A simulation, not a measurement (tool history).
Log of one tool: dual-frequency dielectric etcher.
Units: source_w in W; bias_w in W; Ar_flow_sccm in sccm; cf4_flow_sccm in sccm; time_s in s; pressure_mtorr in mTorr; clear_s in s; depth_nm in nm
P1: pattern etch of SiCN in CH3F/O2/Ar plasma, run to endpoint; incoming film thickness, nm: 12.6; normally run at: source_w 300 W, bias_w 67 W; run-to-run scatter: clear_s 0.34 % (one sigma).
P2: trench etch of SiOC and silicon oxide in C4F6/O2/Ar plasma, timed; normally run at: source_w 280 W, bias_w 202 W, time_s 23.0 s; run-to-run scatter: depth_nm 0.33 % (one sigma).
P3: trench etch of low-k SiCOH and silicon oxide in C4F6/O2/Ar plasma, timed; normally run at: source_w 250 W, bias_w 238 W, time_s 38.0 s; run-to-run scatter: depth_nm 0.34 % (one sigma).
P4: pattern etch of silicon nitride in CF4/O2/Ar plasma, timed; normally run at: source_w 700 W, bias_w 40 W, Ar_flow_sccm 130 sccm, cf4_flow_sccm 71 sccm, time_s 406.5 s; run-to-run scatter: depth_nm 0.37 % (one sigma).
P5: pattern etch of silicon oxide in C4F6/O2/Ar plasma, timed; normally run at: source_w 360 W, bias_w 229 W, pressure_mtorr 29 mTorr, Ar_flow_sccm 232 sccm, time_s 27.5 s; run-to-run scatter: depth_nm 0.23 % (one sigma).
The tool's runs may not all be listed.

run,day,process,source_w,bias_w,Ar_flow_sccm,cf4_flow_sccm,time_s,pressure_mtorr,hours since the last wet clean,hours since the last source power generator calibration,hours since the last bias power generator calibration,clear_s,depth_nm
1,0.446,P1,300,67,,,,,235.3,1427.3,3181.1,37.567,
2,0.829,P4,700,40,94,71,406.5,,244.5,1436.5,3190.3,,904.080
3,1.283,P1,420,88,,,,,255.4,1447.4,3201.2,29.960,
4,1.867,P2,280,202,,,30.0,,269.4,1461.4,3215.2,,54.037
5,2.350,P1,410,67,,,,,281.0,1473.0,3226.8,33.358,
6,2.946,P1,300,67,,,,,295.3,1487.3,3241.1,37.400,
7,3.533,P1,200,43,,,,,309.4,1501.4,3255.2,51.212,
8,3.904,P1,240,67,,,,,318.3,1510.3,3264.1,40.813,
9,4.471,P4,700,40,130,71,571.0,,331.9,1523.9,3277.7,,1198.600
10,5.000,P5,360,229,232,,16.0,29,344.6,1536.6,3290.4,,54.279
11,5.388,P1,300,94,,,,,353.9,1545.9,3299.7,33.269,
12,5.825,P4,700,40,130,71,406.5,,364.4,1556.4,3310.2,,855.280
13,6.350,P1,240,53,,,,,377.0,1569.0,3322.8,44.397,
14,6.688,P3,250,238,,,38.0,,385.1,1577.1,3330.9,,113.260
15,7.054,P3,250,151,,,38.0,,393.9,1585.9,3339.7,,97.322
16,7.417,P4,700,40,130,44,406.5,,402.6,1594.6,3348.4,,781.450
17,7.933,P1,300,67,,,,,415.0,1607.0,3360.8,37.705,
18,8.550,P3,250,238,,,29.0,,429.8,1621.8,3375.6,,86.325
19,8.933,P2,280,268,,,23.0,,439.0,1631.0,3384.8,,45.602
20,9.438,P4,700,32,130,71,406.5,,451.1,1643.1,3396.9,,786.400
21,10.042,P5,360,229,232,,27.5,37,465.6,1657.6,3411.4,,90.798
22,10.629,P5,460,229,232,,27.5,29,479.7,1671.7,3425.5,,103.050
23,11.075,P4,970,40,130,71,406.5,,490.4,1682.4,3436.2,,1140.900
24,11.679,P2,280,202,,,23.0,,504.9,1696.9,3450.7,,41.309
25,12.304,P1,300,67,,,,,519.9,1711.9,3465.7,37.705,
26,12.912,P5,360,229,180,,27.5,29,534.5,1726.5,3480.3,,96.144
27,13.325,P2,180,202,,,23.0,,544.4,1736.4,3490.2,,34.697
28,13.912,P3,250,238,,,38.0,,558.5,1750.5,3504.3,,114.010
29,14.467,P1,300,47,,,,,571.8,1763.8,3517.6,42.296,
30,15.079,P2,280,202,,,23.0,,586.5,1778.5,3532.3,,41.452

Run 31 comes next. What will it give?
31,15.633,P4,700,40,130,71,406.5,,599.8,1791.8,3545.6,,?

depth_nm: 853.180 nm
